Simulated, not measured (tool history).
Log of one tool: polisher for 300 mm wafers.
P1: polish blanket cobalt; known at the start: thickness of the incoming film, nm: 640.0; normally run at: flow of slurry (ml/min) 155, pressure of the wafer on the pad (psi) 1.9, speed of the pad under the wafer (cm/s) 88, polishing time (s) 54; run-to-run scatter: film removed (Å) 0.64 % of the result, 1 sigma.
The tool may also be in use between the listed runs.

run	day	flow of slurry (ml/min)	pressure of the wafer on the pad (psi)	speed of the pad under the wafer (cm/s)	polishing time (s)	wafers polished on this pad	hours since the slurry nozzle was cleaned	hours since the head pressure was calibrated	film removed (Å)
1	0.396	155	1.9	88	54	394	327.4	193.6	2116.1
# day 0.938: worn pad replaced by a new one
2	1.125	95	1.9	88	54	55	344.9	211.1	1897.2
3	1.646	155	1.9	88	54	207	357.4	223.6	2096.7
4	2.317	155	1.9	88	54	404	373.5	239.7	2082.4
5	2.829	225	1.9	88	54	554	385.8	252.0	2234.2
6	3.500	220	1.9	88	82	750	401.9	268.1	3388.0
# day 3.721: head pressure recalibrated
7	4.000	155	1.9	58	54	897	413.9	6.8	1383.7
8	4.404	155	1.9	88	54	1015	423.6	16.5	2114.1
9	5.100	155	1.9	114	54	1219	440.3	33.2	2708.8
10	5.479	155	3.0	88	54	1330	449.4	42.3	3306.1
11	6.083	155	1.9	88	85	1507	463.9	56.8	3383.9
12	6.458	155	0.9	88	54	1617	472.9	65.8	1001.7
13	6.858	155	1.9	88	28	1734	482.5	75.4	1103.4
14	7.492	155	1.9	88	54	1919	497.7	90.6	2107.7
15	8.175	155	1.9	88	54	2120	514.1	107.0	2103.6
16	8.704	155	1.9	88	54	2275	526.8	119.7	2061.6
17	9.117	155	1.9	88	54	2395	536.7	129.6	2045.2
18	9.512	155	1.9	88	54	2511	546.2	139.1	2017.3
# day 9.617: worn pad replaced by a new one
19	9.879	155	1.9	88	54	77	555.0	147.9	1996.0
20	10.246	155	1.9	88	54	184	563.8	156.7	1963.7
21	10.804	155	1.9	88	54	347	577.2	170.1	2004.7

The next listed run, before its measurement:
22	11.375	155	1.9	88	54	515	590.9	183.8	?

{"run 22": {"film removed (Å)": 1991.9}}
